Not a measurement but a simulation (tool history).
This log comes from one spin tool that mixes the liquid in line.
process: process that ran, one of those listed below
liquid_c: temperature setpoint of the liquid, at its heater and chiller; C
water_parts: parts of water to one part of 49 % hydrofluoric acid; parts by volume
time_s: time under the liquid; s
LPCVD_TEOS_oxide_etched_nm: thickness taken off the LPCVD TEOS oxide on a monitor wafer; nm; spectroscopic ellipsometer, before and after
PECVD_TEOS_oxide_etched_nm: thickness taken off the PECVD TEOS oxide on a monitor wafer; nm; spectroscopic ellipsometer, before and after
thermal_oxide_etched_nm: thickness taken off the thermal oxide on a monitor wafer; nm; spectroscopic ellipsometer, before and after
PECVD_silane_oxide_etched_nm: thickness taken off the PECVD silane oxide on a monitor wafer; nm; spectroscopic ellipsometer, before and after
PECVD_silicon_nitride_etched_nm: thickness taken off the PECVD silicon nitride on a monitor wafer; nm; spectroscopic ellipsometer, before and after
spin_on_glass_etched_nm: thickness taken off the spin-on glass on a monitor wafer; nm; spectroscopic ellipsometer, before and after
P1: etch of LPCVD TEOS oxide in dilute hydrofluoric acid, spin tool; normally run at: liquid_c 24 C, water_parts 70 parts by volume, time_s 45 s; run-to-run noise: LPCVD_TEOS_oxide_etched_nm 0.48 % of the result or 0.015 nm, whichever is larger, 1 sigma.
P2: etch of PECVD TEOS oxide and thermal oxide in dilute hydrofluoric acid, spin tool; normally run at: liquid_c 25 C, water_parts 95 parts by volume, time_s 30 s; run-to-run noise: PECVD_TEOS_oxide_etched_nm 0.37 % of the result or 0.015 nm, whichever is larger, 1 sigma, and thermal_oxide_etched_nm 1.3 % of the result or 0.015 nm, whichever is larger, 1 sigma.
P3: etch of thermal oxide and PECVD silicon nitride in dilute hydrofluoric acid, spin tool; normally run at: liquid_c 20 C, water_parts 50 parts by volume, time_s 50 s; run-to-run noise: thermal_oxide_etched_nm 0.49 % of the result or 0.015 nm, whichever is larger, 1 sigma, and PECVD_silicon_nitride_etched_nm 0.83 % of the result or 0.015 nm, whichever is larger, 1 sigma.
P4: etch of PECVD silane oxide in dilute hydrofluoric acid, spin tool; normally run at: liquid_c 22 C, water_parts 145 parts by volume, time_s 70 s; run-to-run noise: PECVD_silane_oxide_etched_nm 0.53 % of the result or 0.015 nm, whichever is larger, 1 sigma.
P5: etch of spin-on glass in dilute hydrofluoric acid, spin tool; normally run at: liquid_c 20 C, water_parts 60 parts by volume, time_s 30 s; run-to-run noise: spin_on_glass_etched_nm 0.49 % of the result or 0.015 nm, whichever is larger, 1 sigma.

run  hour  process  liquid_c  water_parts  time_s  hours since the thermometer was replaced  hours since the hydrofluoric acid flow meter was replaced  LPCVD_TEOS_oxide_etched_nm  PECVD_TEOS_oxide_etched_nm  thermal_oxide_etched_nm  PECVD_silane_oxide_etched_nm  PECVD_silicon_nitride_etched_nm  spin_on_glass_etched_nm
  1   4.3       P1        24           70      45                                     551.1                                                      419.5                      17.899
  2   6.6       P1        24           70      45                                     553.4                                                      421.8                      17.804
  3   9.3       P2        33           95      30                                     556.1                                                      424.5                                                  10.358                   2.1682
  4  13.1       P1      31.5           40      45                                     559.9                                                      428.3                      44.221
  5  16.7       P2        25           95      30                                     563.5                                                      431.9                                                  7.6075                   1.5698
  6  20.3       P4        22          145     135                                     567.1                                                      435.5                                                                                                         12.407
  7  24.2       P1        24           20      45                                       571                                                      439.4                      67.525
  8  28.2       P1      19.5           70      45                                       575                                                      443.4                      14.958
  9  30.5       P4        22          145      70                                     577.3                                                      445.7                                                                                                         6.3809
 10  33.6       P3        20           50      20                                     580.4                                                      448.8                                                                           1.7259                                                        0.98447
 11  37.4       P1        24           70      45                                     584.2                                                      452.6                      17.871
 12  39.8       P2        25           20      30                                     586.6                                                        455                                                  39.598                   8.2793
 13  42.1       P1        24           70      15                                     588.9                                                      457.3                      6.0045
 14  47.1       P1        24           70      45                                     593.9                                                      462.3                      17.964
 15  51.2       P1        24           70      45                                       598                                                      466.4                      17.891
 16  53.8       P3        17           50      50                                     600.6                                                        469                                                                           3.7912                                                         2.0371
 17  56.1       P4        22           60      70                                     602.9                                                      471.3                                                                                                         17.219
 18  61.2       P1        24           70      45                                       608                                                      476.4                      17.994
 19  63.5       P1        24          120      45                                     610.3                                                      478.7                      9.8228
 20  67.6       P5        20           60      30                                     614.4                                                      482.8                                                                                                                                                                   9.2949
 21  70.9       P4        17          145      70                                     617.7                                                      486.1                                                                                                         5.3245
 22  73.5       P5        20           85      30                                     620.3                                                      488.7                                                                                                                                                                   6.4289
 23  76.8       P4        22          145      70                                     623.6                                                        492                                                                                                         6.4851
 24  81.2       P1      31.5           70      45                                       628                                                      496.4                      24.072
 25  84.7       P3        20           20      50                                     631.5                                                      499.9                                                                           11.062                                                         6.1694
 26  88.2       P1        24           70      65                                       635                                                      503.4                      25.874
 27  92.9       P3        20           50      50                                     639.7                                                      508.1                                                                            4.289                                                         2.5432
     95.4  -- thermometer replaced
 28  95.9       P5      27.5           60      30                                       0.6                                                      511.1                                                                                                                                                                   12.541

Estimate the outcome of run 29 from the log above:
 29  99.9       P2        25           95      15                                       4.6                                                      515.1                                                       ?                        ?

{"run 29": {"PECVD_TEOS_oxide_etched_nm": 3.7749, "thermal_oxide_etched_nm": 0.7631}}
